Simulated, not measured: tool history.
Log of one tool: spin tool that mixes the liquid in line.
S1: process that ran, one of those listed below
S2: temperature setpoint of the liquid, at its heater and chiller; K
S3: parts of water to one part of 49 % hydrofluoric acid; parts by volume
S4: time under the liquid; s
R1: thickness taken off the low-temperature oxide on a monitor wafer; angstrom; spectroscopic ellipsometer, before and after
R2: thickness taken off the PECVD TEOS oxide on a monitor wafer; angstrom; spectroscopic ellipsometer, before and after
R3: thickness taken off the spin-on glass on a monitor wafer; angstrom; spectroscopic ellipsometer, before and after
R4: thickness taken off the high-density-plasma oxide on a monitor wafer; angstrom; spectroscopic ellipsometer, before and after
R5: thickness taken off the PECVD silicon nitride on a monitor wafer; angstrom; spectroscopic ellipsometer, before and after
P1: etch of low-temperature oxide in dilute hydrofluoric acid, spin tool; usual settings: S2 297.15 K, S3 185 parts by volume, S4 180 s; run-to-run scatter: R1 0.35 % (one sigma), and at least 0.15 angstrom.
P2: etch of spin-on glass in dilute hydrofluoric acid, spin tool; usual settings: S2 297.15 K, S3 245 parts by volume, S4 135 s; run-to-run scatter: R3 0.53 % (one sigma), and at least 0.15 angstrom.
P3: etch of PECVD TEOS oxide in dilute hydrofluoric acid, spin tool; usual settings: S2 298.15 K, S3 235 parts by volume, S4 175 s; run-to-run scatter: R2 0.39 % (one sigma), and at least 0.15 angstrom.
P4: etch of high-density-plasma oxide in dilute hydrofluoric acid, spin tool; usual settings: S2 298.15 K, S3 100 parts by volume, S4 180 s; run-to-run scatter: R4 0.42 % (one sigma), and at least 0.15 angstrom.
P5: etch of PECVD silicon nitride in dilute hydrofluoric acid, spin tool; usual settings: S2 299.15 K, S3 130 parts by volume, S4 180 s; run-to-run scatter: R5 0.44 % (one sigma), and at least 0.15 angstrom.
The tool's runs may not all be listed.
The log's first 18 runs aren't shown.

Run 19, hour 96.5: S1 P1, S2 302.65 K, S3 185 parts by volume, S4 180 s. Result: R1 270.56 angstrom.
Run 20, hour 102.9: S1 P2, S2 297.15 K, S3 245 parts by volume, S4 135 s. Result: R3 192.45 angstrom.
Run 21, hour 108.2: S1 P4, S2 298.15 K, S3 100 parts by volume, S4 180 s. Result: R4 131.35 angstrom.
Run 22, hour 112.8: S1 P5, S2 299.15 K, S3 220 parts by volume, S4 180 s. Result: R5 31.311 angstrom.
Run 23, hour 118.4: S1 P1, S2 297.15 K, S3 185 parts by volume, S4 180 s. Result: R1 222.25 angstrom.
Run 24, hour 121.7: S1 P5, S2 299.15 K, S3 130 parts by volume, S4 180 s. Result: R5 53.359 angstrom.
Run 25, hour 127.6: S1 P1, S2 297.15 K, S3 185 parts by volume, S4 180 s. Result: R1 221.69 angstrom.
Run 26, hour 133.6: S1 P1, S2 292.15 K, S3 330 parts by volume, S4 180 s. Result: R1 90.01 angstrom.
Run 27, hour 136.8: S1 P1, S2 293.15 K, S3 45 parts by volume, S4 180 s. Result: R1 916.22 angstrom.
Run 28, hour 141.6: S1 P5, S2 299.15 K, S3 130 parts by volume, S4 325 s. Result: R5 95.733 angstrom.
Run 29, hour 146.5: S1 P4, S2 298.15 K, S3 100 parts by volume, S4 50 s. Result: R4 36.335 angstrom.
Run 30, hour 150.8: S1 P1, S2 291.15 K, S3 310 parts by volume, S4 180 s. Result: R1 93.921 angstrom.
Run 31, hour 155.4: S1 P1, S2 297.15 K, S3 185 parts by volume, S4 180 s. Result: R1 221.8 angstrom.
Run 32, hour 160.7: S1 P1, S2 297.15 K, S3 185 parts by volume, S4 180 s. Result: R1 223.02 angstrom.
Run 33, hour 164.2: S1 P1, S2 297.15 K, S3 185 parts by volume, S4 180 s. Result: R1 217.5 angstrom.
Run 34, hour 168.5: S1 P1, S2 297.15 K, S3 185 parts by volume, S4 180 s. Result: R1 211.03 angstrom.
Run 35, hour 172.7: S1 P1, S2 297.15 K, S3 185 parts by volume, S4 180 s. Result: R1 210.14 angstrom.
Run 36, hour 179.3: S1 P1, S2 297.15 K, S3 185 parts by volume, S4 180 s. Result: R1 205.86 angstrom.
Run 37, hour 183.9: S1 P1, S2 297.15 K, S3 185 parts by volume, S4 180 s. Result: R1 204.35 angstrom.
Run 38, hour 189.1: S1 P1, S2 297.15 K, S3 185 parts by volume, S4 180 s. Result: R1 204.37 angstrom.
Run 39, hour 193.2: S1 P1, S2 297.15 K, S3 185 parts by volume, S4 180 s. Result: R1 204.84 angstrom.
Run 40, hour 198.4: S1 P1, S2 297.15 K, S3 185 parts by volume, S4 180 s. Result: R1 203.12 angstrom.
Run 41, hour 201.9: S1 P1, S2 297.15 K, S3 185 parts by volume, S4 180 s. Result: R1 203.81 angstrom.

Forecast run 42:
Run 42, hour 205.3: S1 P1, S2 297.15 K, S3 185 parts by volume, S4 180 s. Result: R1 ?.

Run 42 gave R1 202.69 angstrom.
